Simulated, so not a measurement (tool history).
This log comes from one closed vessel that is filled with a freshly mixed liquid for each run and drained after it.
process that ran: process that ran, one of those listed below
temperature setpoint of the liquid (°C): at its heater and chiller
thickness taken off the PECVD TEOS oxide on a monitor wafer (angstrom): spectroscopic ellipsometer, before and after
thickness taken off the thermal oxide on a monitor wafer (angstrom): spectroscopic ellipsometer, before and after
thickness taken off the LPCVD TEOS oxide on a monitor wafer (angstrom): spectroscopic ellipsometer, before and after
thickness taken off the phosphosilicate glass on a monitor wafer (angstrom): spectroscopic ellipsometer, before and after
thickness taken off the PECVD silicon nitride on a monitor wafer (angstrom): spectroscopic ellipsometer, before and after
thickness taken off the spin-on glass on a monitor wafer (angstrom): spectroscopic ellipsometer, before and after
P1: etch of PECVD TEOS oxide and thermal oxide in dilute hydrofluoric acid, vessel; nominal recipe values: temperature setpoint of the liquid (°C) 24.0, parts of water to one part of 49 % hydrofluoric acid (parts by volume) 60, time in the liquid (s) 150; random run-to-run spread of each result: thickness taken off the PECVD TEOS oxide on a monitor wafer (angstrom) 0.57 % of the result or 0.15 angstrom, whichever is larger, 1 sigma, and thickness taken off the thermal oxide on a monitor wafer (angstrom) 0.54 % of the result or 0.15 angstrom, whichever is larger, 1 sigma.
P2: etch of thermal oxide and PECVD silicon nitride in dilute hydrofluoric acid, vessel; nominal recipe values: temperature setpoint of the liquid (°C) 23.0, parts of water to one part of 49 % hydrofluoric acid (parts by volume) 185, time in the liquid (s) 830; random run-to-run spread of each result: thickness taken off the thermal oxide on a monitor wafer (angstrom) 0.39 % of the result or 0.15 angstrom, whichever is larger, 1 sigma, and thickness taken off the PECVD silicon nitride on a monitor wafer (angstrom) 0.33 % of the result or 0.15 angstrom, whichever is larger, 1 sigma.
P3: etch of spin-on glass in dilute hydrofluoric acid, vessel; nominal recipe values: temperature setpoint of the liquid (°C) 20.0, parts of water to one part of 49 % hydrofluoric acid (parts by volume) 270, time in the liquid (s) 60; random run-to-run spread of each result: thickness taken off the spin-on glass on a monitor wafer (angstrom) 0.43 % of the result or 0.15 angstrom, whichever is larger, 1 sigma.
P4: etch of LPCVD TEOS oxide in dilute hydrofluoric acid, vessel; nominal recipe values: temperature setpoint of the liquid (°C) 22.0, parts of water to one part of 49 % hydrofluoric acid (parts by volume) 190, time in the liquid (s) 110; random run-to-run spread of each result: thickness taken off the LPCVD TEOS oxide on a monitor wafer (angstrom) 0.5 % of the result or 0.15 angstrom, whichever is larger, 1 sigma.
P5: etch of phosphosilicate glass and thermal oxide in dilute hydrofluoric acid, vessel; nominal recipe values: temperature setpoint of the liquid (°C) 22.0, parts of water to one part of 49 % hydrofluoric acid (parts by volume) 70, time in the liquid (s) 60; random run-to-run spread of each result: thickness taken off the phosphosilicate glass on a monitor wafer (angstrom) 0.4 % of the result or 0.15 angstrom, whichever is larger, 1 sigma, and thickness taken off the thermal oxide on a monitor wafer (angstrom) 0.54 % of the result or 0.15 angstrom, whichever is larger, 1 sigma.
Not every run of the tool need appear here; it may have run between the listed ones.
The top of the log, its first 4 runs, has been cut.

run,hour,process that ran,temperature setpoint of the liquid (°C),parts of water to one part of 49 % hydrofluoric acid (parts by volume),time in the liquid (s),hours since the thermometer was replaced,hours since the hydrofluoric acid flow meter was replaced,thickness taken off the PECVD TEOS oxide on a monitor wafer (angstrom),thickness taken off the thermal oxide on a monitor wafer (angstrom),thickness taken off the LPCVD TEOS oxide on a monitor wafer (angstrom),thickness taken off the phosphosilicate glass on a monitor wafer (angstrom),thickness taken off the PECVD silicon nitride on a monitor wafer (angstrom),thickness taken off the spin-on glass on a monitor wafer (angstrom)
5,40.6,P2,23.0,270,830,1456.6,740.2,,121.440,,,50.755,
6,48.5,P1,24.0,60,150,1464.5,748.1,409.18,126.400,,,,
7,56.4,P4,30.0,190,110,1472.4,756.0,,,110.450,,,
8,62.4,P3,20.0,270,100,1478.4,762.0,,,,,,96.067
9,70.2,P1,24.0,60,150,1486.2,769.8,406.79,124.840,,,,
10,80.2,P1,19.0,60,220,1496.2,779.8,487.24,151.600,,,,
11,86.3,P1,17.0,60,150,1502.3,785.9,304.44,93.190,,,,
12,95.1,P4,22.0,190,30,1511.1,794.7,,,22.468,,,
13,100.4,P2,23.0,185,830,1516.4,800.0,,192.200,,,74.406,
14,106.2,P1,24.0,90,150,1522.2,805.8,261.24,81.103,,,,
15,114.3,P5,22.0,70,60,1530.3,813.9,,38.942,,755.13,,
16,124.6,P1,31.5,30,150,1540.6,824.2,1162.30,356.400,,,,
17,132.4,P2,23.0,185,830,1548.4,832.0,,194.530,,,74.423,
18,138.0,P4,22.0,115,110,1554.0,837.6,,,149.920,,,
19,147.0,P1,24.0,60,260,1563.0,846.6,698.06,220.750,,,,
20,154.4,P4,22.0,190,110,1570.4,854.0,,,82.718,,,
21,159.6,P1,31.0,60,65,1575.6,859.2,231.95,72.705,,,,
22,165.3,P3,20.0,65,60,1581.3,864.9,,,,,,295.120
23,176.3,P2,30.5,185,830,1592.3,875.9,,254.730,,,118.260,
24,181.9,P1,24.0,60,80,1597.9,881.5,216.95,66.750,,,,
25,191.8,P1,24.0,60,150,1607.8,891.4,408.59,126.130,,,,
26,200.6,P3,20.0,270,60,1616.6,900.2,,,,,,57.782
27,206.0,P3,17.0,270,60,1622.0,905.6,,,,,,52.023

Expected results for the next run?
28,215.0,P1,24.0,25,150,1631.0,914.6,?,?,,,,

Run 28 came out at thickness taken off the PECVD TEOS oxide on a monitor wafer (angstrom) 1030.90, thickness taken off the thermal oxide on a monitor wafer (angstrom) 313.490.

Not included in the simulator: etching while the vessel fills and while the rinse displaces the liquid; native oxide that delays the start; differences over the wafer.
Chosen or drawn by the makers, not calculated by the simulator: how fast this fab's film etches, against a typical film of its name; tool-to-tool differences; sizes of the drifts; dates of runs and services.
